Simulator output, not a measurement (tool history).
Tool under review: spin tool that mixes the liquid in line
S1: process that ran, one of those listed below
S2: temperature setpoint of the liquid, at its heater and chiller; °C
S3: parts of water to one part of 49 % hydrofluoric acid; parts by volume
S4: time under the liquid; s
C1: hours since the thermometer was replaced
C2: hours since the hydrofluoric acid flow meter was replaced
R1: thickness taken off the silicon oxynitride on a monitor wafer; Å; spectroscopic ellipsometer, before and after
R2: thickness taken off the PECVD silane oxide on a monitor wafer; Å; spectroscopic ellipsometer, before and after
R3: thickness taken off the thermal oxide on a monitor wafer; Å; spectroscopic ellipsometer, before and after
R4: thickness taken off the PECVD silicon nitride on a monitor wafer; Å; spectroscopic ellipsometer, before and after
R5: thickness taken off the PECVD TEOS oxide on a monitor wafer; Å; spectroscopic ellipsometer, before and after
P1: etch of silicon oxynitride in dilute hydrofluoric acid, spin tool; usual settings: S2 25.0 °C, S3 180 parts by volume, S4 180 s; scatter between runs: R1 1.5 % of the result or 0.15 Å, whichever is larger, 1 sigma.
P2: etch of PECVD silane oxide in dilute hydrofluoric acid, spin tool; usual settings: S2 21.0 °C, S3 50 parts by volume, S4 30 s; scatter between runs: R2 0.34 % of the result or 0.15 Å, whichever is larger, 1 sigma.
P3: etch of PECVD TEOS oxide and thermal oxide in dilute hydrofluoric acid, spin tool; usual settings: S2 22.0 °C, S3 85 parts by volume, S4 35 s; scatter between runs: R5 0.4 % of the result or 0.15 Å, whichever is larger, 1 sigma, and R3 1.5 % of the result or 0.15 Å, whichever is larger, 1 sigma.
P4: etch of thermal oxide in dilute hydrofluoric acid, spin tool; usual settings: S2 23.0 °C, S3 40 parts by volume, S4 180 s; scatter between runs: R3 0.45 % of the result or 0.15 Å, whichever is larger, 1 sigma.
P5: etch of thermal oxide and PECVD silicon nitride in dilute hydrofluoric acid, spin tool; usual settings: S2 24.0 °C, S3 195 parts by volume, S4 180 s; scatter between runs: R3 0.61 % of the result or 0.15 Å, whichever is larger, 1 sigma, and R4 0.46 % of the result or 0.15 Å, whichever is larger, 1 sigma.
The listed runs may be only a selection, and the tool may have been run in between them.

{"run": 1, "hour": 5.0, "S1": "P1", "S2": 25.0, "S3": 180, "S4": 180, "C1": 786.7, "C2": 1495.3, "R1": 15.494}
{"run": 2, "hour": 12.5, "S1": "P1", "S2": 25.0, "S3": 180, "S4": 180, "C1": 794.2, "C2": 1502.8, "R1": 15.413}
{"run": 3, "hour": 19.0, "S1": "P2", "S2": 28.5, "S3": 50, "S4": 30, "C1": 800.7, "C2": 1509.3, "R2": 281.34}
{"run": 4, "hour": 27.0, "S1": "P5", "S2": 24.0, "S3": 195, "S4": 270, "C1": 808.7, "C2": 1517.3, "R3": 58.509, "R4": 69.917}
{"run": 5, "hour": 35.2, "S1": "P1", "S2": 25.0, "S3": 180, "S4": 180, "C1": 816.9, "C2": 1525.5, "R1": 15.818}
{"run": 6, "hour": 44.8, "S1": "P2", "S2": 21.0, "S3": 50, "S4": 30, "C1": 826.5, "C2": 1535.1, "R2": 206.65}
{"run": 7, "hour": 51.7, "S1": "P2", "S2": 21.0, "S3": 50, "S4": 30, "C1": 833.4, "C2": 1542.0, "R2": 207.56}
{"run": 8, "hour": 59.5, "S1": "P4", "S2": 23.0, "S3": 55, "S4": 180, "C1": 841.2, "C2": 1549.8, "R3": 150.87}
{"run": 9, "hour": 67.9, "S1": "P1", "S2": 25.0, "S3": 50, "S4": 180, "C1": 849.6, "C2": 1558.2, "R1": 64.732}
{"run": 10, "hour": 76.8, "S1": "P3", "S2": 18.5, "S3": 85, "S4": 35, "C1": 858.5, "C2": 1567.1, "R3": 14.874, "R5": 67.318}
{"run": 11, "hour": 82.9, "S1": "P1", "S2": 25.0, "S3": 180, "S4": 85, "C1": 864.6, "C2": 1573.2, "R1": 7.378}
{"run": 12, "hour": 88.4, "S1": "P1", "S2": 19.0, "S3": 180, "S4": 180, "C1": 870.1, "C2": 1578.7, "R1": 12.308}
{"run": 13, "hour": 92.8, "S1": "P5", "S2": 24.0, "S3": 90, "S4": 180, "C1": 874.5, "C2": 1583.1, "R3": 96.197, "R4": 100.0}
{"run": 14, "hour": 99.2, "S1": "P3", "S2": 22.0, "S3": 85, "S4": 35, "C1": 880.9, "C2": 1589.5, "R3": 17.013, "R5": 77.154}
{"run": 15, "hour": 107.8, "S1": "P2", "S2": 21.0, "S3": 20, "S4": 30, "C1": 889.5, "C2": 1598.1, "R2": 539.33}
{"run": 16, "hour": 113.1, "S1": "P1", "S2": 25.0, "S3": 180, "S4": 180, "C1": 894.8, "C2": 1603.4, "R1": 15.622}
{"run": 17, "hour": 118.7, "S1": "P5", "S2": 24.0, "S3": 195, "S4": 180, "C1": 900.4, "C2": 1609.0, "R3": 39.637, "R4": 46.773}
{"run": 18, "hour": 124.1, "S1": "P3", "S2": 22.0, "S3": 140, "S4": 35, "C1": 905.8, "C2": 1614.4, "R3": 10.31, "R5": 44.138}
{"run": 19, "hour": 129.8, "S1": "P5", "S2": 19.5, "S3": 195, "S4": 180, "C1": 911.5, "C2": 1620.1, "R3": 33.385, "R4": 34.944}
{"run": 20, "hour": 137.2, "S1": "P3", "S2": 22.0, "S3": 85, "S4": 35, "C1": 918.9, "C2": 1627.5, "R3": 17.832, "R5": 77.02}
{"run": 21, "hour": 141.8, "S1": "P1", "S2": 25.0, "S3": 180, "S4": 325, "C1": 923.5, "C2": 1632.1, "R1": 28.52}
{"run": 22, "hour": 151.6, "S1": "P1", "S2": 32.5, "S3": 180, "S4": 180, "C1": 933.3, "C2": 1641.9, "R1": 21.625}
{"run": 23, "hour": 159.1, "S1": "P4", "S2": 23.0, "S3": 40, "S4": 180, "C1": 940.8, "C2": 1649.4, "R3": 212.72}
{"run": 24, "hour": 169.0, "S1": "P4", "S2": 18.5, "S3": 40, "S4": 180, "C1": 950.7, "C2": 1659.3, "R3": 174.82}
{"run": 25, "hour": 176.6, "S1": "P1", "S2": 25.0, "S3": 305, "S4": 180, "C1": 958.3, "C2": 1666.9, "R1": 8.2688}
{"run": 26, "hour": 183.6, "S1": "P4", "S2": 23.0, "S3": 40, "S4": 300, "C1": 965.3, "C2": 1673.9, "R3": 354.71}
{"run": 27, "hour": 191.4, "S1": "P1", "S2": 25.0, "S3": 180, "S4": 180, "C1": 973.1, "C2": 1681.7, "R1": 15.73}
{"run": 28, "hour": 201.0, "S1": "P3", "S2": 22.0, "S3": 85, "S4": 65, "C1": 982.7, "C2": 1691.3, "R3": 31.899, "R5": 143.45}
{"run": 29, "hour": 209.2, "S1": "P5", "S2": 24.0, "S3": 195, "S4": 180, "C1": 990.9, "C2": 1699.5, "R3": 39.284, "R4": 46.509}
{"run": 30, "hour": 214.3, "S1": "P1", "S2": 25.0, "S3": 180, "S4": 180, "C1": 996.0, "C2": 1704.6, "R1": 15.829}
{"run": 31, "hour": 223.0, "S1": "P1", "S2": 25.0, "S3": 255, "S4": 320, "C1": 1004.7, "C2": 1713.3, "R1": 19.059}
{"run": 32, "hour": 230.7, "S1": "P1", "S2": 25.0, "S3": 180, "S4": 180, "C1": 1012.4, "C2": 1721.0, "R1": 15.946}
{"run": 33, "hour": 236.5, "S1": "P2", "S2": 21.0, "S3": 50, "S4": 15, "C1": 1018.2, "C2": 1726.8, "R2": 104.31}
{"run": 34, "hour": 244.9, "S1": "P1", "S2": 25.0, "S3": 180, "S4": 180, "C1": 1026.6, "C2": 1735.2, "R1": 15.603}
{"run": 35, "hour": 253.7, "S1": "P1", "S2": 25.0, "S3": 180, "S4": 180, "C1": 1035.4, "C2": 1744.0, "R1": 14.879}
{"run": 36, "hour": 258.6, "S1": "P1", "S2": 25.0, "S3": 180, "S4": 180, "C1": 1040.3, "C2": 1748.9, "R1": 14.901}
{"run": 37, "hour": 264.5, "S1": "P1", "S2": 25.0, "S3": 180, "S4": 180, "C1": 1046.2, "C2": 1754.8, "R1": 14.762}
{"run": 38, "hour": 272.5, "S1": "P1", "S2": 25.0, "S3": 180, "S4": 180, "C1": 1054.2, "C2": 1762.8, "R1": 14.248}
{"run": 39, "hour": 280.5, "S1": "P1", "S2": 25.0, "S3": 180, "S4": 180, "C1": 1062.2, "C2": 1770.8, "R1": 14.433}

Run 40 comes next. What will it give?
{"run": 40, "hour": 286.9, "S1": "P1", "S2": 25.0, "S3": 180, "S4": 180, "C1": 1068.6, "C2": 1777.2, "R1": "?"}

R1: 13.9590 Å
